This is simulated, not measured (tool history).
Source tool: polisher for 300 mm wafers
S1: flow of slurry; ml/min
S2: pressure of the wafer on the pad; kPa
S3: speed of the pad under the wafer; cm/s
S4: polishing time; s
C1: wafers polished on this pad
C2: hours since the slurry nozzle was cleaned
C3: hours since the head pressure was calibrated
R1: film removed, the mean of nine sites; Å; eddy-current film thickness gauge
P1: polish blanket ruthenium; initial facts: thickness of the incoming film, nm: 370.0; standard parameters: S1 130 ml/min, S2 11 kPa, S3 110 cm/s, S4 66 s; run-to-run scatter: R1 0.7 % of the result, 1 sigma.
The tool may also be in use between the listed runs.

run,day,S1,S2,S3,S4,C1,C2,C3,R1
1,0.162,130,11,110,66,187,287.7,540,511.51
2,0.338,80,11,110,66,210,291.9,544.2,459.64
3,0.475,130,11,164,66,227,295.2,547.5,775.91
4,0.6,100,11,146,66,243,298.2,550.5,648.47
5,0.762,185,11,110,66,264,302.1,554.4,547.91
6,0.921,130,11,110,38,285,305.9,558.2,298.72
7,1.046,130,11,110,66,301,308.9,561.2,518.1
8,1.262,130,11,110,66,329,314.1,566.4,515.72
9,1.375,130,17.2,110,66,343,316.8,569.1,808.36
10,1.533,130,11,68,66,364,320.6,572.9,316.65
11,1.662,130,5.5,110,66,380,323.7,576,255.46
12,1.896,130,11,110,66,410,329.3,581.6,514.16
13,2.004,130,11,110,66,424,331.9,584.2,515.65
14,2.158,100,11,110,32,444,335.6,587.9,235.97
15,2.404,130,11,110,103,476,341.5,593.8,807.06
16,2.567,130,11,110,66,497,345.4,597.7,518.26
17,2.675,130,11,110,66,511,348,600.3,504.3
18,2.892,130,11,110,66,538,353.2,605.5,495.82
19,3.042,130,11,110,66,558,356.8,609.1,495.61

What will run 20 give?
20,3.279,130,11,110,66,588,362.5,614.8,?

Run 20 produced R1 489.79 Å.
